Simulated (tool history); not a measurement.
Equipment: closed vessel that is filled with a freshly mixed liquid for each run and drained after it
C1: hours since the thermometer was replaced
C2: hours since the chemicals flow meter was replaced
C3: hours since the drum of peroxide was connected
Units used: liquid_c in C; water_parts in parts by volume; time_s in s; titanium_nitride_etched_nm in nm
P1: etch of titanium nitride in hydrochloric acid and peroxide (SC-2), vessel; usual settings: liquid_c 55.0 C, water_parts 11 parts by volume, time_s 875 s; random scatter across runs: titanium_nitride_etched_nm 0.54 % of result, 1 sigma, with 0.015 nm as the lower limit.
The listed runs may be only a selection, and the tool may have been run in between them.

Run 1, hour 4.6: liquid_c 55.0 C, water_parts 11 parts by volume, time_s 875 s; C1 104.0; C2 131.5; C3 111.3. Result: titanium_nitride_etched_nm 24.8030 nm.
Run 2, hour 12.9: liquid_c 55.0 C, water_parts 4 parts by volume, time_s 875 s; C1 112.3; C2 139.8; C3 119.6. Result: titanium_nitride_etched_nm 53.5180 nm.
Run 3, hour 19.9: liquid_c 55.0 C, water_parts 11 parts by volume, time_s 330 s; C1 119.3; C2 146.8; C3 126.6. Result: titanium_nitride_etched_nm 9.3456 nm.
Run 4, hour 25.3: liquid_c 55.0 C, water_parts 11 parts by volume, time_s 875 s; C1 124.7; C2 152.2; C3 132.0. Result: titanium_nitride_etched_nm 24.8760 nm.
Run 5, hour 33.6: liquid_c 55.0 C, water_parts 11 parts by volume, time_s 875 s; C1 133.0; C2 160.5; C3 140.3. Result: titanium_nitride_etched_nm 24.5670 nm.
Run 6, hour 41.8: liquid_c 65.5 C, water_parts 11 parts by volume, time_s 875 s; C1 141.2; C2 168.7; C3 148.5. Result: titanium_nitride_etched_nm 47.4580 nm.
Run 7, hour 50.6: liquid_c 55.0 C, water_parts 20 parts by volume, time_s 875 s; C1 150.0; C2 177.5; C3 157.3. Result: titanium_nitride_etched_nm 14.4650 nm.
Run 8, hour 58.2: liquid_c 55.0 C, water_parts 11 parts by volume, time_s 875 s; C1 157.6; C2 185.1; C3 164.9. Result: titanium_nitride_etched_nm 24.6420 nm.
Run 9, hour 63.2: liquid_c 55.0 C, water_parts 11 parts by volume, time_s 1695 s; C1 162.6; C2 190.1; C3 169.9. Result: titanium_nitride_etched_nm 47.4730 nm.
Run 10, hour 67.6: liquid_c 55.0 C, water_parts 11 parts by volume, time_s 875 s; C1 167.0; C2 194.5; C3 174.3. Result: titanium_nitride_etched_nm 24.6990 nm.
Run 11, hour 74.2: liquid_c 62.0 C, water_parts 11 parts by volume, time_s 1285 s; C1 173.6; C2 201.1; C3 180.9. Result: titanium_nitride_etched_nm 56.6250 nm.
Run 12, hour 79.0: liquid_c 47.0 C, water_parts 11 parts by volume, time_s 875 s; C1 178.4; C2 205.9; C3 185.7. Result: titanium_nitride_etched_nm 14.3790 nm.
Run 13, hour 84.0: liquid_c 55.0 C, water_parts 11 parts by volume, time_s 875 s; C1 183.4; C2 210.9; C3 190.7. Result: titanium_nitride_etched_nm 24.7630 nm.
Run 14, hour 90.8: liquid_c 55.0 C, water_parts 11 parts by volume, time_s 875 s; C1 190.2; C2 217.7; C3 197.5. Result: titanium_nitride_etched_nm 24.8350 nm.
Run 15, hour 95.2: liquid_c 55.0 C, water_parts 11 parts by volume, time_s 875 s; C1 194.6; C2 222.1; C3 201.9. Result: titanium_nitride_etched_nm 24.7940 nm.
Run 16, hour 104.4: liquid_c 55.0 C, water_parts 11 parts by volume, time_s 875 s; C1 203.8; C2 231.3; C3 211.1. Result: titanium_nitride_etched_nm 23.6010 nm.
Run 17, hour 111.4: liquid_c 55.0 C, water_parts 11 parts by volume, time_s 875 s; C1 210.8; C2 238.3; C3 218.1. Result: titanium_nitride_etched_nm 23.0510 nm.
Run 18, hour 117.5: liquid_c 55.0 C, water_parts 11 parts by volume, time_s 875 s; C1 216.9; C2 244.4; C3 224.2. Result: titanium_nitride_etched_nm 22.4920 nm.
At hour 121.4: new drum of peroxide connected.
Run 19, hour 122.0: liquid_c 55.0 C, water_parts 11 parts by volume, time_s 875 s; C1 221.4; C2 248.9; C3 0.6. Result: titanium_nitride_etched_nm 22.5720 nm.

Run 20, settings as shown, results not yet in. Your forecast:
Run 20, hour 128.2: liquid_c 55.0 C, water_parts 11 parts by volume, time_s 875 s; C1 227.6; C2 255.1; C3 6.8. Result: titanium_nitride_etched_nm ?.

{"run 20": {"titanium_nitride_etched_nm": 22.501}}
